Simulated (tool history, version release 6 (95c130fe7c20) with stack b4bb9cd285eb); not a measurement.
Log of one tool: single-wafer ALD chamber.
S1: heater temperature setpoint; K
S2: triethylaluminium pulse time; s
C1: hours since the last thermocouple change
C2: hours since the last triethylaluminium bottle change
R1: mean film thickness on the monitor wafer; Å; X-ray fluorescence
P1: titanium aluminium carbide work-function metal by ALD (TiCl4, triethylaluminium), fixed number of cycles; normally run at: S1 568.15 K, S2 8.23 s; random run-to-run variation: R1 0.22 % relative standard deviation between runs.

| run | day | S1 | S2 | C1 | C2 | R1 |
|---|---|---|---|---|---|---|
| 1 | 0.408 | 568.15 | 8.23 | 509.6 | 763.9 | 18.741 |
| 2 | 1.146 | 552.15 | 3.66 | 527.3 | 781.6 | 13.319 |
| 3 | 1.762 | 568.15 | 8.23 | 542.1 | 796.4 | 18.8 |
| 4 | 2.258 | 568.15 | 3.32 | 554 | 808.3 | 13.664 |
| 5 | 2.817 | 550.15 | 5.88 | 567.4 | 821.7 | 15.975 |
| 6 | 3.283 | 568.15 | 8.23 | 578.6 | 832.9 | 18.849 |
| 7 | 3.954 | 568.15 | 8.23 | 594.7 | 849 | 18.888 |
| 8 | 4.567 | 588.15 | 8.23 | 609.4 | 863.7 | 20.516 |
| 9 | 5.3 | 568.15 | 12.2 | 627 | 881.3 | 19.683 |
| 10 | 5.625 | 546.15 | 8.23 | 634.8 | 889.1 | 16.986 |
|  | 5.767 | thermocouple changed; heater temperature recalibrated |
| 11 | 6.325 | 568.15 | 8.23 | 13.4 | 905.9 | 18.862 |
| 12 | 6.85 | 568.15 | 8.23 | 26 | 918.5 | 18.809 |
| 13 | 7.221 | 568.15 | 8.23 | 34.9 | 927.4 | 18.592 |
| 14 | 7.604 | 568.15 | 8.23 | 44.1 | 936.6 | 18.567 |
| 15 | 8.167 | 568.15 | 8.23 | 57.6 | 950.1 | 18.427 |
| 16 | 8.567 | 568.15 | 8.23 | 67.2 | 959.7 | 18.457 |
| 17 | 9.088 | 568.15 | 8.23 | 79.7 | 972.2 | 18.448 |
| 18 | 9.433 | 568.15 | 8.23 | 88 | 980.5 | 18.543 |

P1 no longer gives what it gave before; its output has crept away from where it was. The following 2 causes, each at its listed size, fit the log equally well:
A: triethylaluminium dose below that of a fresh bottle (%) = 9.41
B: wafer temperature below the value expected at the setpoint (K) = 4.32
The creep began at about day 6.85.

4 check runs are offered, one wafer each, their results left as question marks. Which one tells the causes apart?
| check 1 | 9.779 | 583.15 | 8.23 |  |  | ? |
| check 2 | 9.779 | 568.15 | 3.88 |  |  | ? |
| check 3 | 9.779 | 580.15 | 8.23 |  |  | ? |
| check 4 | 9.779 | 551.15 | 8.23 |  |  | ? |

What each check would give under each cause:
| check | result | if A | if B |
|---|---|---|---|
| check 1 | R1 | 19.683 | 19.701 |
| check 2 | R1 | 14.033 | 14.456 |
| check 3 | R1 | 19.435 | 19.45 |
| check 4 | R1 | 17.075 | 17.054 |
Separation of the two closest causes in each check, using whichever result separates them best: check 1 0.1 %; check 2 2.97 %; check 3 0.08 %; check 4 0.12 %
Check 2 distinguishes between the causes, while the remaining checks would return nearly the same result for all of them.

Check 2 was then run and gave: R1 14.49 Å. Which cause is it?

B is the cause: wafer temperature below the value expected at the setpoint (K).
